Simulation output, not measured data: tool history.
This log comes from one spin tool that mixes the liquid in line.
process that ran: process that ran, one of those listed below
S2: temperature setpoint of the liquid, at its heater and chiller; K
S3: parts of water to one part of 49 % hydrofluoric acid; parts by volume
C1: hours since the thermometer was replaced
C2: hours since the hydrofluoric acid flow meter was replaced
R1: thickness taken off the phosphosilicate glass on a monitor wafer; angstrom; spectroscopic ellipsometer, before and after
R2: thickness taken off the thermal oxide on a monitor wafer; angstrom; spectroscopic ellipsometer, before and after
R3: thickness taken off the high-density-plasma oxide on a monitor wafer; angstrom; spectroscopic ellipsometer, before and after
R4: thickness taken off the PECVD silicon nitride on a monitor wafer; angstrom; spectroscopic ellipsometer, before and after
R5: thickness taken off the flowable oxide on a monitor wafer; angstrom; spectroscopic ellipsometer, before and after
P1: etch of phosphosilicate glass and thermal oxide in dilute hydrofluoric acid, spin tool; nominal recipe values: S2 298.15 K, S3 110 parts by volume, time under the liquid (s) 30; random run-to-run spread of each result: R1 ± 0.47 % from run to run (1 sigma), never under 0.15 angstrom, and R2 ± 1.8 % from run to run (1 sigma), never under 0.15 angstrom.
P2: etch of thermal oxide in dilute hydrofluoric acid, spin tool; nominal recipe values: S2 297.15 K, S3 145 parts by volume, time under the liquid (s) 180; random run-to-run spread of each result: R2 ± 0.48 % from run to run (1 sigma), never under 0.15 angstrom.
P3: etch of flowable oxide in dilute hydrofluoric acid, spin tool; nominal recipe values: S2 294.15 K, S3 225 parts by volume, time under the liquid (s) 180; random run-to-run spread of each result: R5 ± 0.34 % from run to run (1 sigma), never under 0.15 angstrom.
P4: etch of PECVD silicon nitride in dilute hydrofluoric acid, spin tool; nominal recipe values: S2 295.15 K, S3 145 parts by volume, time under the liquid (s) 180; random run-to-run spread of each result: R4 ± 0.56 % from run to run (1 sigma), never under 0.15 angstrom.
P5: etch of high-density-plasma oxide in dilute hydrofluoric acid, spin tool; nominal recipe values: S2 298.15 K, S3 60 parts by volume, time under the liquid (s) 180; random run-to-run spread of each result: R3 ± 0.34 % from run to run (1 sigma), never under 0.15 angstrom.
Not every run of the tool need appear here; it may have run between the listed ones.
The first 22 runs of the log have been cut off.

-- hour=223.4 hydrofluoric acid flow meter replaced
run 23 hour=226.7 | process_that_ran=P1 S2=298.15 S3=110 time_under_the_liquid_(s)=30 | C1=540.3 C2=3.4 | R1=168.850 R2=13.5670
run 24 hour=235.8 | process_that_ran=P1 S2=298.15 S3=110 time_under_the_liquid_(s)=30 | C1=549.4 C2=12.5 | R1=168.890 R2=14.1830
run 25 hour=242.8 | process_that_ran=P1 S2=298.15 S3=110 time_under_the_liquid_(s)=15 | C1=556.4 C2=19.5 | R1=85.817 R2=7.3422
run 26 hour=257.9 | process_that_ran=P3 S2=294.15 S3=360 time_under_the_liquid_(s)=180 | C1=571.5 C2=34.6 | R5=93.249
run 27 hour=268.2 | process_that_ran=P4 S2=295.15 S3=145 time_under_the_liquid_(s)=180 | C1=581.8 C2=44.9 | R4=47.693
run 28 hour=276.7 | process_that_ran=P1 S2=302.65 S3=110 time_under_the_liquid_(s)=30 | C1=590.3 C2=53.4 | R1=202.820 R2=16.4790
run 29 hour=286.6 | process_that_ran=P5 S2=298.15 S3=85 time_under_the_liquid_(s)=180 | C1=600.2 C2=63.3 | R3=133.62
run 30 hour=297.2 | process_that_ran=P4 S2=295.15 S3=45 time_under_the_liquid_(s)=180 | C1=610.8 C2=73.9 | R4=149.490
run 31 hour=306.7 | process_that_ran=P4 S2=295.15 S3=145 time_under_the_liquid_(s)=90 | C1=620.3 C2=83.4 | R4=23.724
run 32 hour=320.4 | process_that_ran=P1 S2=298.15 S3=65 time_under_the_liquid_(s)=30 | C1=634.0 C2=97.1 | R1=306.150 R2=24.8470
run 33 hour=332.6 | process_that_ran=P1 S2=298.15 S3=110 time_under_the_liquid_(s)=30 | C1=646.2 C2=109.3 | R1=170.340 R2=13.7500
run 34 hour=343.6 | process_that_ran=P1 S2=298.15 S3=110 time_under_the_liquid_(s)=30 | C1=657.2 C2=120.3 | R1=174.030 R2=14.2730
run 35 hour=351.4 | process_that_ran=P1 S2=298.15 S3=110 time_under_the_liquid_(s)=30 | C1=665.0 C2=128.1 | R1=177.380 R2=14.2700
run 36 hour=360.4 | process_that_ran=P1 S2=298.15 S3=110 time_under_the_liquid_(s)=30 | C1=674.0 C2=137.1 | R1=177.960 R2=14.3830

Run 37 has not been measured yet. What should we expect?
run 37 hour=375.0 | process_that_ran=P1 S2=298.15 S3=110 time_under_the_liquid_(s)=30 | C1=688.6 C2=151.7 | R1=? R2=?

R1: 180.920 angstrom
R2: 14.5420 angstrom

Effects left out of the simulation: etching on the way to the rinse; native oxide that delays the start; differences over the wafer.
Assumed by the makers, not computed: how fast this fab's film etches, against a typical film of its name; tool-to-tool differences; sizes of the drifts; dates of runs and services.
